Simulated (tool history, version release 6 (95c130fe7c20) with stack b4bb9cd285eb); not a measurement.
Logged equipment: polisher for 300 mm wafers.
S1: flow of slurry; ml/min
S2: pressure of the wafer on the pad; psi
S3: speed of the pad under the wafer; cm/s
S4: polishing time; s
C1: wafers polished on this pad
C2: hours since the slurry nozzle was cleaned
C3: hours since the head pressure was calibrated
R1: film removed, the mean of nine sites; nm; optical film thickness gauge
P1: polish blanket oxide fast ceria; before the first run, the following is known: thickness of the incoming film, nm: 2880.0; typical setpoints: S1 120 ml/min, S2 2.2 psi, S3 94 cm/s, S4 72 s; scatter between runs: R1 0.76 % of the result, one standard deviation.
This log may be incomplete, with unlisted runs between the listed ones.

Run 1, day 0.500: S1 120 ml/min, S2 2.2 psi, S3 94 cm/s, S4 72 s; C1 806; C2 342.9; C3 368.5. Result: R1 987.25 nm.
Run 2, day 0.883: S1 120 ml/min, S2 3.0 psi, S3 94 cm/s, S4 72 s; C1 918; C2 352.1; C3 377.7. Result: R1 1345.10 nm.
Run 3, day 1.117: S1 120 ml/min, S2 2.2 psi, S3 94 cm/s, S4 72 s; C1 987; C2 357.7; C3 383.3. Result: R1 981.14 nm.
Run 4, day 1.392: S1 120 ml/min, S2 2.2 psi, S3 142 cm/s, S4 72 s; C1 1068; C2 364.3; C3 389.9. Result: R1 1485.50 nm.
Run 5, day 1.888: S1 120 ml/min, S2 1.0 psi, S3 94 cm/s, S4 72 s; C1 1214; C2 376.2; C3 401.8. Result: R1 449.96 nm.
Run 6, day 2.129: S1 185 ml/min, S2 2.2 psi, S3 94 cm/s, S4 72 s; C1 1285; C2 382.0; C3 407.6. Result: R1 1078.50 nm.
Run 7, day 2.546: S1 120 ml/min, S2 2.2 psi, S3 94 cm/s, S4 36 s; C1 1407; C2 392.0; C3 417.6. Result: R1 492.09 nm.
Run 8, day 2.858: S1 70 ml/min, S2 2.2 psi, S3 94 cm/s, S4 72 s; C1 1499; C2 399.5; C3 425.1. Result: R1 850.91 nm.
Run 9, day 3.088: S1 120 ml/min, S2 2.2 psi, S3 94 cm/s, S4 99 s; C1 1567; C2 405.0; C3 430.6. Result: R1 1363.30 nm.
Run 10, day 3.379: S1 120 ml/min, S2 2.2 psi, S3 94 cm/s, S4 72 s; C1 1652; C2 412.0; C3 437.6. Result: R1 997.21 nm.
At day 3.712: slurry nozzle cleaned.
Run 11, day 3.900: S1 120 ml/min, S2 1.5 psi, S3 94 cm/s, S4 38 s; C1 1805; C2 4.5; C3 450.1. Result: R1 350.90 nm.
Run 12, day 4.246: S1 120 ml/min, S2 2.2 psi, S3 42 cm/s, S4 72 s; C1 1907; C2 12.8; C3 458.4. Result: R1 446.75 nm.
Run 13, day 4.692: S1 120 ml/min, S2 2.2 psi, S3 94 cm/s, S4 72 s; C1 2038; C2 23.5; C3 469.1. Result: R1 998.09 nm.
Run 14, day 5.212: S1 120 ml/min, S2 2.2 psi, S3 94 cm/s, S4 72 s; C1 2191; C2 36.0; C3 481.6. Result: R1 986.82 nm.
Run 15, day 5.446: S1 120 ml/min, S2 2.2 psi, S3 94 cm/s, S4 72 s; C1 2260; C2 41.6; C3 487.2. Result: R1 987.72 nm.
Run 16, day 5.917: S1 120 ml/min, S2 2.2 psi, S3 94 cm/s, S4 72 s; C1 2398; C2 52.9; C3 498.5. Result: R1 990.06 nm.
Run 17, day 6.229: S1 120 ml/min, S2 2.2 psi, S3 94 cm/s, S4 72 s; C1 2490; C2 60.4; C3 506.0. Result: R1 983.99 nm.
Run 18, day 6.483: S1 120 ml/min, S2 2.2 psi, S3 94 cm/s, S4 72 s; C1 2565; C2 66.5; C3 512.1. Result: R1 959.63 nm.
Run 19, day 6.800: S1 120 ml/min, S2 2.2 psi, S3 94 cm/s, S4 72 s; C1 2658; C2 74.1; C3 519.7. Result: R1 934.00 nm.
Run 20, day 7.083: S1 120 ml/min, S2 2.2 psi, S3 94 cm/s, S4 72 s; C1 2741; C2 80.9; C3 526.5. Result: R1 945.19 nm.
Run 21, day 7.533: S1 120 ml/min, S2 2.2 psi, S3 94 cm/s, S4 72 s; C1 2874; C2 91.7; C3 537.3. Result: R1 937.83 nm.
At day 7.808: worn pad replaced by a new one.
Run 22, day 7.900: S1 120 ml/min, S2 2.2 psi, S3 94 cm/s, S4 72 s; C1 28; C2 100.5; C3 546.1. Result: R1 930.12 nm.
Run 23, day 8.254: S1 120 ml/min, S2 2.2 psi, S3 94 cm/s, S4 72 s; C1 132; C2 109.0; C3 554.6. Result: R1 922.34 nm.
Run 24, day 8.650: S1 120 ml/min, S2 2.2 psi, S3 94 cm/s, S4 72 s; C1 248; C2 118.5; C3 564.1. Result: R1 910.32 nm.
Run 25, day 9.129: S1 120 ml/min, S2 2.2 psi, S3 94 cm/s, S4 72 s; C1 389; C2 130.0; C3 575.6. Result: R1 924.97 nm.

The output of P1 has drifted from where it used to be. Each of the 2 causes below, taken at the size shown beside it, accounts for the log equally well:
A: head's pressure below its setpoint, % = 7.06
B: slurry flow missing at the pad, % = 26.1
The drift started at roughly day 5.917.
Other possible causes, and why each is ruled out:
removal rate lost through wear of the pad, %: serviced at day 7.808, after the drift had started, without restoring the earlier output

Of the 4 check runs below, each run on 5 wafers with the results averaged and each result still a question mark, which one would tell the listed causes apart?
Run check 1, day 9.608: S1 185 ml/min, S2 2.2 psi, S3 94 cm/s, S4 94 s. Result: R1 ?.
Run check 2, day 9.608: S1 120 ml/min, S2 1.3 psi, S3 94 cm/s, S4 50 s. Result: R1 ?.
Run check 3, day 9.608: S1 120 ml/min, S2 1.0 psi, S3 52 cm/s, S4 72 s. Result: R1 ?.
Run check 4, day 9.608: S1 120 ml/min, S2 1.1 psi, S3 142 cm/s, S4 72 s. Result: R1 ?.

Expected result of each check under each candidate cause:
  check  result     if A     if B
check 1      R1  1296.40  1327.90
check 2      R1   378.00   378.08
check 3      R1   231.62   231.68
check 4      R1   695.76   695.92
Per-check spread between the two closest causes, in the result where they differ most: check 1 2.39 %; check 2 0.02 %; check 3 0.02 %; check 4 0.02 %
Check 1 tells the causes apart: in the others they would give nearly the same result.

Here is what check 1 returned: R1 1295.00 nm. Which cause is it?

Of the candidate causes, it is A: head's pressure below its setpoint, %.
